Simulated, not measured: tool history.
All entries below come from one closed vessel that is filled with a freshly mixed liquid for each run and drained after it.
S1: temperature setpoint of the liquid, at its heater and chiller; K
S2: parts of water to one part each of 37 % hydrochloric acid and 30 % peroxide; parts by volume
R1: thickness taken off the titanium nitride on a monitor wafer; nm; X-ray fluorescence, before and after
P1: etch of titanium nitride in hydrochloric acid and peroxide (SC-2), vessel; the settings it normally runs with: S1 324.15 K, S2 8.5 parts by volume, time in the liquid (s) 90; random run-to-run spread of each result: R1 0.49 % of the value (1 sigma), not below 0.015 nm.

Run 1, hour 4.9: S1 324.15 K, S2 8.5 parts by volume, time in the liquid (s) 90. Result: R1 4.2005 nm.
Run 2, hour 11.1: S1 324.15 K, S2 4 parts by volume, time in the liquid (s) 90. Result: R1 7.3665 nm.
Run 3, hour 15.1: S1 324.15 K, S2 8.5 parts by volume, time in the liquid (s) 30. Result: R1 1.4107 nm.
Run 4, hour 18.7: S1 324.15 K, S2 8.5 parts by volume, time in the liquid (s) 90. Result: R1 4.2568 nm.
Run 5, hour 22: S1 324.15 K, S2 8.5 parts by volume, time in the liquid (s) 150. Result: R1 7.0695 nm.
Run 6, hour 27.8: S1 324.15 K, S2 8.5 parts by volume, time in the liquid (s) 90. Result: R1 4.2498 nm.
Run 7, hour 31.5: S1 312.15 K, S2 8.5 parts by volume, time in the liquid (s) 90. Result: R1 1.8671 nm.
Run 8, hour 37.7: S1 324.15 K, S2 8.5 parts by volume, time in the liquid (s) 90. Result: R1 4.2616 nm.
Run 9, hour 44.1: S1 338.65 K, S2 8.5 parts by volume, time in the liquid (s) 90. Result: R1 10.577 nm.
Run 10, hour 47: S1 324.15 K, S2 15 parts by volume, time in the liquid (s) 90. Result: R1 2.6156 nm.
Run 11, hour 52: S1 332.65 K, S2 8.5 parts by volume, time in the liquid (s) 140. Result: R1 11.426 nm.
Run 12, hour 58.1: S1 324.15 K, S2 8.5 parts by volume, time in the liquid (s) 90. Result: R1 4.2666 nm.
Run 13, hour 61.9: S1 324.15 K, S2 8.5 parts by volume, time in the liquid (s) 90. Result: R1 4.2314 nm.
Run 14, hour 66.1: S1 324.15 K, S2 8.5 parts by volume, time in the liquid (s) 90. Result: R1 4.2617 nm.
Run 15, hour 69.5: S1 324.15 K, S2 8.5 parts by volume, time in the liquid (s) 90. Result: R1 4.0681 nm.
Run 16, hour 72.9: S1 324.15 K, S2 8.5 parts by volume, time in the liquid (s) 90. Result: R1 3.9588 nm.
Run 17, hour 77.6: S1 324.15 K, S2 8.5 parts by volume, time in the liquid (s) 90. Result: R1 3.925 nm.
At hour 80.7: new drum of peroxide connected.
Run 18, hour 80.9: S1 324.15 K, S2 8.5 parts by volume, time in the liquid (s) 90. Result: R1 3.8458 nm.
Run 19, hour 84.5: S1 324.15 K, S2 8.5 parts by volume, time in the liquid (s) 90. Result: R1 3.8588 nm.
Run 20, hour 88.3: S1 324.15 K, S2 8.5 parts by volume, time in the liquid (s) 90. Result: R1 3.8138 nm.

The log shows P1 creeping away from where it was. Any of the 2 causes listed here, at the size stated for it, fits the log just as well as the others:
A: chemicals flow below the setpoint (%) = 11.3
B: liquid colder than its thermometer reads (K) = 1.48
The drift started at roughly hour 66.1.
Every other cause this tool's parts could produce, and why it does not fit the log:
peroxide weaker than its label (%): work on it at hour 80.7, done after the drift set in, did not restore what the process gave before

Consider the 4 check runs below, whose results appear as question marks and each of which averages 5 wafers. Which one distinguishes the causes, in that each cause would give it a clearly different result?
Run check 1, hour 92.1: S1 324.15 K, S2 8.5 parts by volume, time in the liquid (s) 55. Result: R1 ?.
Run check 2, hour 92.1: S1 324.15 K, S2 12 parts by volume, time in the liquid (s) 55. Result: R1 ?.
Run check 3, hour 92.1: S1 314.65 K, S2 8.5 parts by volume, time in the liquid (s) 120. Result: R1 ?.
Run check 4, hour 92.1: S1 315.15 K, S2 4 parts by volume, time in the liquid (s) 90. Result: R1 ?.

Predicted outcomes, by check and by cause:
  check  result    if A    if B
check 1      R1  2.3484  2.3475
check 2      R1  1.7516  1.7607
check 3      R1  2.6788  2.6616
check 4      R1  3.7024  3.6194
Separation of the two closest causes in each check, using whichever result separates them best: check 1 0.04 %; check 2 0.51 %; check 3 0.64 %; check 4 2.27 %
Of the check runs offered, only check 4 discriminates between the causes; the rest would read about the same regardless of which cause applies.

With check 4 done, the readings were: R1 3.7208 nm. Identify which of the listed causes applies.

A is the cause: chemicals flow below the setpoint (%).
